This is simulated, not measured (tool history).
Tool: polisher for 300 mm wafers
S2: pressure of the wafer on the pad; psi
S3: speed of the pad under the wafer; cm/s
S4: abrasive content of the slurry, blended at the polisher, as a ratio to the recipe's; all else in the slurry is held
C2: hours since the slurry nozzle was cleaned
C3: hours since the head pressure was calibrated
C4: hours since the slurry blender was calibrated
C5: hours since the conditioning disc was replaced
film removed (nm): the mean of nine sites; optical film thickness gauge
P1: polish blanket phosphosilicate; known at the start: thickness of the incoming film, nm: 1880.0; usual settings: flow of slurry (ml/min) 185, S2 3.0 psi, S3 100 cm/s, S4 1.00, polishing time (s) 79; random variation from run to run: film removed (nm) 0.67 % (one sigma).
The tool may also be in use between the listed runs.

{"run": 1, "hour": 6.6, "flow of slurry (ml/min)": 185, "S2": 3.0, "S3": 100, "S4": 1.0, "polishing time (s)": 79, "wafers polished on this pad": 899, "C2": 91.3, "C3": 195.9, "C4": 146.4, "C5": 27.2, "film removed (nm)": 657.09}
{"run": 2, "hour": 11.1, "flow of slurry (ml/min)": 185, "S2": 3.0, "S3": 100, "S4": 1.0, "polishing time (s)": 79, "wafers polished on this pad": 929, "C2": 95.8, "C3": 200.4, "C4": 150.9, "C5": 31.7, "film removed (nm)": 661.21}
{"run": 3, "hour": 16.4, "flow of slurry (ml/min)": 185, "S2": 3.0, "S3": 100, "S4": 1.0, "polishing time (s)": 79, "wafers polished on this pad": 965, "C2": 101.1, "C3": 205.7, "C4": 156.2, "C5": 37.0, "film removed (nm)": 668.68}
{"run": 4, "hour": 22.2, "flow of slurry (ml/min)": 230, "S2": 3.0, "S3": 100, "S4": 0.55, "polishing time (s)": 79, "wafers polished on this pad": 1004, "C2": 106.9, "C3": 211.5, "C4": 162.0, "C5": 42.8, "film removed (nm)": 502.11}
{"run": 5, "hour": 29.2, "flow of slurry (ml/min)": 270, "S2": 3.0, "S3": 100, "S4": 1.0, "polishing time (s)": 79, "wafers polished on this pad": 1051, "C2": 113.9, "C3": 218.5, "C4": 169.0, "C5": 49.8, "film removed (nm)": 696.98}
{"run": 6, "hour": 38.0, "flow of slurry (ml/min)": 185, "S2": 3.0, "S3": 100, "S4": 1.0, "polishing time (s)": 79, "wafers polished on this pad": 1111, "C2": 122.7, "C3": 227.3, "C4": 177.8, "C5": 58.6, "film removed (nm)": 663.67}
{"run": 7, "hour": 43.0, "flow of slurry (ml/min)": 185, "S2": 3.0, "S3": 46, "S4": 1.0, "polishing time (s)": 79, "wafers polished on this pad": 1144, "C2": 127.7, "C3": 232.3, "C4": 182.8, "C5": 63.6, "film removed (nm)": 359.96}
{"run": 8, "hour": 51.3, "flow of slurry (ml/min)": 185, "S2": 3.0, "S3": 100, "S4": 1.0, "polishing time (s)": 116, "wafers polished on this pad": 1200, "C2": 136.0, "C3": 240.6, "C4": 191.1, "C5": 71.9, "film removed (nm)": 971.9}
{"hour": 55.5, "done": "slurry nozzle cleaned"}
{"run": 9, "hour": 60.4, "flow of slurry (ml/min)": 185, "S2": 3.0, "S3": 100, "S4": 1.0, "polishing time (s)": 38, "wafers polished on this pad": 1262, "C2": 4.9, "C3": 249.7, "C4": 200.2, "C5": 81.0, "film removed (nm)": 323.38}
{"hour": 65.1, "done": "conditioning disc replaced and pad reconditioned"}
{"run": 10, "hour": 66.1, "flow of slurry (ml/min)": 185, "S2": 3.0, "S3": 100, "S4": 1.0, "polishing time (s)": 79, "wafers polished on this pad": 1300, "C2": 10.6, "C3": 255.4, "C4": 205.9, "C5": 1.0, "film removed (nm)": 672.85}
{"run": 11, "hour": 73.0, "flow of slurry (ml/min)": 185, "S2": 3.0, "S3": 156, "S4": 1.0, "polishing time (s)": 79, "wafers polished on this pad": 1347, "C2": 17.5, "C3": 262.3, "C4": 212.8, "C5": 7.9, "film removed (nm)": 958.43}
{"run": 12, "hour": 82.3, "flow of slurry (ml/min)": 185, "S2": 3.0, "S3": 100, "S4": 0.55, "polishing time (s)": 79, "wafers polished on this pad": 1410, "C2": 26.8, "C3": 271.6, "C4": 222.1, "C5": 17.2, "film removed (nm)": 481.2}
{"run": 13, "hour": 87.0, "flow of slurry (ml/min)": 185, "S2": 3.0, "S3": 100, "S4": 1.25, "polishing time (s)": 79, "wafers polished on this pad": 1441, "C2": 31.5, "C3": 276.3, "C4": 226.8, "C5": 21.9, "film removed (nm)": 733.92}
{"run": 14, "hour": 93.7, "flow of slurry (ml/min)": 185, "S2": 4.6, "S3": 100, "S4": 1.0, "polishing time (s)": 79, "wafers polished on this pad": 1487, "C2": 38.2, "C3": 283.0, "C4": 233.5, "C5": 28.6, "film removed (nm)": 1035.3}
{"run": 15, "hour": 98.7, "flow of slurry (ml/min)": 250, "S2": 3.0, "S3": 100, "S4": 1.3, "polishing time (s)": 79, "wafers polished on this pad": 1520, "C2": 43.2, "C3": 288.0, "C4": 238.5, "C5": 33.6, "film removed (nm)": 769.45}
{"run": 16, "hour": 104.5, "flow of slurry (ml/min)": 290, "S2": 3.0, "S3": 144, "S4": 1.0, "polishing time (s)": 79, "wafers polished on this pad": 1559, "C2": 49.0, "C3": 293.8, "C4": 244.3, "C5": 39.4, "film removed (nm)": 935.16}
{"run": 17, "hour": 109.4, "flow of slurry (ml/min)": 110, "S2": 3.0, "S3": 100, "S4": 1.0, "polishing time (s)": 79, "wafers polished on this pad": 1593, "C2": 53.9, "C3": 298.7, "C4": 249.2, "C5": 44.3, "film removed (nm)": 604.75}

The next listed run, before its measurement:
{"run": 18, "hour": 114.1, "flow of slurry (ml/min)": 185, "S2": 1.4, "S3": 100, "S4": 1.0, "polishing time (s)": 79, "wafers polished on this pad": 1624, "C2": 58.6, "C3": 303.4, "C4": 253.9, "C5": 49.0, "film removed (nm)": "?"}

film removed (nm): 308.49
